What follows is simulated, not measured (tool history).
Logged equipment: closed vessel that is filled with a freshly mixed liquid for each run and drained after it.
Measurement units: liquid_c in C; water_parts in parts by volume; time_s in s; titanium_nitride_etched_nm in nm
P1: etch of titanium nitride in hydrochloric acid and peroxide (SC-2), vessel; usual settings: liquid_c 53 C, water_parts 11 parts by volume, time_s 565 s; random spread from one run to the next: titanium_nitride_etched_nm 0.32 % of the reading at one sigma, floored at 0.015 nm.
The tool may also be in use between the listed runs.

run	hour	liquid_c	water_parts	time_s	hours since the thermometer was replaced	hours since the chemicals flow meter was replaced	hours since the drum of peroxide was connected	titanium_nitride_etched_nm
1	13.2	53	11	565	843.5	409.8	153.9	16.818
2	21.7	53	19.5	105	852	418.3	162.4	1.8672
3	32	38	11	565	862.3	428.6	172.7	6.0187
4	39.4	53	11	565	869.7	436	180.1	16.816
5	45.6	53	19	565	875.9	442.2	186.3	10.312
6	54.1	53	4	565	884.4	450.7	194.8	36.553
7	67.1	53	11	265	897.4	463.7	207.8	7.8926
8	80.2	53	11	565	910.5	476.8	220.9	16.789
9	92.5	53	11	565	922.8	489.1	233.2	16.82
10	104	53	11	1100	934.3	500.6	244.7	32.688
11	115.6	53	11	565	945.9	512.2	256.3	16.762
12	126.3	68.5	11	565	956.6	522.9	267	44.216
13	139.6	53	11	565	969.9	536.2	280.3	16.73
14	149	53	11	565	979.3	545.6	289.7	16.273
15	156	53	11	565	986.3	552.6	296.7	16.002
16	165.5	53	11	565	995.8	562.1	306.2	15.817
17	174.4	53	11	565	1004.7	571	315.1	15.663
18	186.6	53	11	565	1016.9	583.2	327.3	15.488
19	197.7	53	11	565	1028	594.3	338.4	15.516

Expected results for the next run?
# hour 197.8: new drum of peroxide connected
20	209.4	53	11	565	1039.7	606	11.6	?

Run 20 produced titanium_nitride_etched_nm 15.365 nm.
